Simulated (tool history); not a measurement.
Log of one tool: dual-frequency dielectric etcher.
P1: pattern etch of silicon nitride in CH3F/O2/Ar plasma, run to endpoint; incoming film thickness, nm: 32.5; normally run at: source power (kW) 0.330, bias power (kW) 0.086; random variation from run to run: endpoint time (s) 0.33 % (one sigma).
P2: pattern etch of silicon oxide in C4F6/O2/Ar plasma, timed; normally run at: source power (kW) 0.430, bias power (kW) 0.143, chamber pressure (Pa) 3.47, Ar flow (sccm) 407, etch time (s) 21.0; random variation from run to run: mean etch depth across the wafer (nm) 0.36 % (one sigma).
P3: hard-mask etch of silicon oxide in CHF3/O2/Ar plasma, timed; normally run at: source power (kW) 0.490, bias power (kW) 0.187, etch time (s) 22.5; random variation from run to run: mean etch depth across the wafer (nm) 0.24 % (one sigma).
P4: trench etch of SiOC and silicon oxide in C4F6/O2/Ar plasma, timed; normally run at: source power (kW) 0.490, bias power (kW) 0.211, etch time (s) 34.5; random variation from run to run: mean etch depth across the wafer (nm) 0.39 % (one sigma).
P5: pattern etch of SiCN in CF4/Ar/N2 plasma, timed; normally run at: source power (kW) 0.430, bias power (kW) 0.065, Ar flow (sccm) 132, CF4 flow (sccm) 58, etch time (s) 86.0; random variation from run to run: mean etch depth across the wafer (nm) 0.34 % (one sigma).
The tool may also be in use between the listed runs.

run   hour  process that ran  source power (kW)  bias power (kW)  chamber pressure (Pa)  Ar flow (sccm)  etch time (s)  CF4 flow (sccm)  hours since the last wet clean  hours since the last source power generator calibration  hours since the last bias power generator calibration  endpoint time (s)  mean etch depth across the wafer (nm)
  1    3.2                P1              0.330            0.086                                                                                                  313.6                                                    849.0                                                 1423.1             46.971
  2    7.5                P1              0.330            0.086                                                                                                  317.9                                                    853.3                                                 1427.4             46.923
  3   10.1                P2              0.430            0.143                   3.47             315           21.0                                            320.5                                                    855.9                                                 1430.0                                                    63.496
  4   14.7                P3              0.490            0.187                                                  22.5                                            325.1                                                    860.5                                                 1434.6                                                    40.914
  5   19.1                P5              0.430            0.065                                    132          114.0               58                           329.5                                                    864.9                                                 1439.0                                                    86.621
  6   23.3                P2              0.250            0.143                   3.47             407           21.0                                            333.7                                                    869.1                                                 1443.2                                                    50.390
  7   27.1                P4              0.490            0.211                                                  34.5                                            337.5                                                    872.9                                                 1447.0                                                    79.304
  8   31.2                P5              0.430            0.065                                    132           86.0               58                           341.6                                                    877.0                                                 1451.1                                                    65.409
  9   34.6                P4              0.490            0.211                                                  34.5                                            345.0                                                    880.4                                                 1454.5                                                    79.806
 10   40.3                P2              0.430            0.143                   3.47             407           21.0                                            350.7                                                    886.1                                                 1460.2                                                    62.292
 11   45.9                P4              0.490            0.211                                                  20.5                                            356.3                                                    891.7                                                 1465.8                                                    46.890
 12   48.6                P5              0.430            0.038                                    132           86.0               58                           359.0                                                    894.4                                                 1468.5                                                    54.310
 13   51.6                P5              0.430            0.065                                    164           86.0               58                           362.0                                                    897.4                                                 1471.5                                                    63.332
 14   54.9                P3              0.290            0.187                                                  22.5                                            365.3                                                    900.7                                                 1474.8                                                    33.695
 15   59.0                P1              0.330            0.070                                                                                                  369.4                                                    904.8                                                 1478.9             50.296
 16   63.5                P5              0.270            0.065                                    132           86.0               58                           373.9                                                    909.3                                                 1483.4                                                    43.925
 17   69.4                P1              0.400            0.064                                                                                                  379.8                                                    915.2                                                 1489.3             48.318
      71.4  -- wet clean of the chamber
 18   72.3                P2              0.430            0.201                   3.47             407           21.0                                              0.9                                                    918.1                                                 1492.2                                                    68.555
 19   75.8                P1              0.330            0.110                                                                                                    4.4                                                    921.6                                                 1495.7             43.030
 20   81.6                P1              0.410            0.086                                                                                                   10.2                                                    927.4                                                 1501.5             43.075
 21   84.7                P2              0.430            0.143                   4.33             407           21.0                                             13.3                                                    930.5                                                 1504.6                                                    60.354
 22   88.6                P3              0.490            0.187                                                  34.0                                             17.2                                                    934.4                                                 1508.5                                                    62.028
 23   91.9                P4              0.490            0.129                                                  34.5                                             20.5                                                    937.7                                                 1511.8                                                    68.312
 24   95.1                P2              0.430            0.143                   3.47             407           11.5                                             23.7                                                    940.9                                                 1515.0                                                    33.832
 25  100.2                P1              0.330            0.086                                                                                                   28.8                                                    946.0                                                 1520.1             46.861
 26  103.9                P1              0.330            0.086                                                                                                   32.5                                                    949.7                                                 1523.8             47.075
 27  109.1                P1              0.260            0.116                                                                                                   37.7                                                    954.9                                                 1529.0             46.206
 28  113.9                P5              0.430            0.065                                    132           86.0               41                            42.5                                                    959.7                                                 1533.8                                                    61.662
 29  117.8                P4              0.650            0.211                                                  34.5                                             46.4                                                    963.6                                                 1537.7                                                    88.503
 30  120.7                P3              0.490            0.117                                                  22.5                                             49.3                                                    966.5                                                 1540.6                                                    35.238
 31  123.7                P5              0.430            0.065                                    132           86.0               58                            52.3                                                    969.5                                                 1543.6                                                    65.651
 32  128.5                P1              0.220            0.054                                                                                                   57.1                                                    974.3                                                 1548.4             64.565
 33  133.4                P1              0.260            0.086                                                                                                   62.0                                                    979.2                                                 1553.3             51.088
 34  139.1                P1              0.330            0.086                                                                                                   67.7                                                    984.9                                                 1559.0             46.910
 35  142.7                P1              0.330            0.086                                                                                                   71.3                                                    988.5                                                 1562.6             46.716
 36  145.6                P1              0.330            0.086                                                                                                   74.2                                                    991.4                                                 1565.5             46.793
 37  148.4                P1              0.330            0.086                                                                                                   77.0                                                    994.2                                                 1568.3             46.402
 38  154.3                P1              0.330            0.086                                                                                                   82.9                                                   1000.1                                                 1574.2             46.672
     155.4  -- wet clean of the chamber
 39  158.4                P1              0.330            0.086                                                                                                    3.0                                                   1004.2                                                 1578.3             46.675
 40  161.6                P1              0.330            0.086                                                                                                    6.2                                                   1007.4                                                 1581.5             46.204
 41  167.1                P1              0.330            0.086                                                                                                   11.7                                                   1012.9                                                 1587.0             46.523
 42  170.4                P1              0.330            0.086                                                                                                   15.0                                                   1016.2                                                 1590.3             46.351
 43  176.3                P1              0.330            0.086                                                                                                   20.9                                                   1022.1                                                 1596.2             46.318
 44  181.5                P1              0.330            0.086                                                                                                   26.1                                                   1027.3                                                 1601.4             46.299

What P1 gives has crept away from where it was. These 2 causes fit the log equally well, each at the size given:
A: bias power that arrives over what is set, % = 4.67
B: source power that arrives over what is set, % = 4.52
The creep began at about hour 139.1.
Why every other cause is out:
chamber walls in a state that raises the etch rate, %: serviced at hour 155.4, which brought nothing back

4 check runs are offered, each on 2 wafers whose results are averaged, their results left as question marks. Which one tells the causes apart?
check 1  186.7                P4              0.580            0.211                                                  22.5                                                                                                                                                                                                                          ?
check 2  186.7                P5              0.430            0.041                                    132           86.0               42                                                                                                                                                                                                         ?
check 3  186.7                P3              0.490            0.144                                                  33.5                                                                                                                                                                                                                          ?
check 4  186.7                P2              0.430            0.199                   3.47             407           17.0                                                                                                                                                                                                                          ?

What each check would give under each cause:
  check                                 result    if A    if B
check 1  mean etch depth across the wafer (nm)  56.257  56.402
check 2  mean etch depth across the wafer (nm)  53.125  54.328
check 3  mean etch depth across the wafer (nm)  56.768  56.890
check 4  mean etch depth across the wafer (nm)  56.332  56.469
How far apart the two closest causes lie, in the result that separates them most: check 1 0.26 %; check 2 2.24 %; check 3 0.21 %; check 4 0.24 %
Only check 2 tells the causes apart: in the others they would give nearly the same result.

Check 2 was then run and gave: mean etch depth across the wafer (nm) 52.998. Which cause is it?

It is A: bias power that arrives over what is set, %.
